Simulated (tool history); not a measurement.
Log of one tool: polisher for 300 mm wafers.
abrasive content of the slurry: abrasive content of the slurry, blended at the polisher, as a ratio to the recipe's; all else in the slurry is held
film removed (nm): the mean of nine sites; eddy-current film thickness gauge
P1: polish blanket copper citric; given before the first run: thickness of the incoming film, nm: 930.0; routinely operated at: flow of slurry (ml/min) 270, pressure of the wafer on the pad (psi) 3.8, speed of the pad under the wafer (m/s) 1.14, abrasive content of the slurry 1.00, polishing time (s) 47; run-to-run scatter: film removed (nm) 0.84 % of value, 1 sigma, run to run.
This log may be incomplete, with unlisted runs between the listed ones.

run,hour,flow of slurry (ml/min),pressure of the wafer on the pad (psi),speed of the pad under the wafer (m/s),abrasive content of the slurry,polishing time (s),wafers polished on this pad,hours since the slurry nozzle was cleaned,hours since the head pressure was calibrated,hours since the slurry blender was calibrated,film removed (nm)
1,7.3,270,3.8,1.14,1.00,47,921,105.8,489.0,323.4,161.360
2,14.3,270,5.3,1.74,1.00,47,978,112.8,496.0,330.4,344.340
3,21.6,335,3.8,1.14,0.75,47,1038,120.1,503.3,337.7,152.360
4,28.0,270,3.8,1.14,0.70,47,1090,126.5,509.7,344.1,147.050
5,31.6,270,3.8,1.14,1.00,47,1119,130.1,513.3,347.7,162.670
6,38.4,270,3.8,1.14,1.00,47,1175,136.9,520.1,354.5,159.920
7,42.6,270,3.8,0.56,1.00,47,1209,141.1,524.3,358.7,79.828
8,47.4,270,3.8,1.14,1.45,47,1248,145.9,529.1,363.5,176.910
9,51.2,160,3.8,1.14,1.00,47,1279,149.7,532.9,367.3,149.960
10,55.3,270,3.8,1.14,1.00,47,1312,153.8,537.0,371.4,160.670
11,62.1,270,3.8,1.14,1.00,74,1368,160.6,543.8,378.2,251.210
12,69.6,270,3.8,1.80,1.00,47,1429,168.1,551.3,385.7,253.310
13,75.4,270,3.8,1.14,1.00,47,1476,173.9,557.1,391.5,159.650
14,80.0,270,2.7,1.14,1.00,47,1513,178.5,561.7,396.1,112.970
15,83.5,270,3.8,1.14,1.00,47,1542,182.0,565.2,399.6,160.740
16,90.8,270,5.1,1.14,1.00,47,1601,189.3,572.5,406.9,216.320
17,94.7,270,3.8,1.14,1.00,25,1633,193.2,576.4,410.8,85.772

What will run 18 give?
18,98.3,345,3.8,1.14,1.00,47,1662,196.8,580.0,414.4,?

For run 18 the tool returned film removed (nm) 165.860.
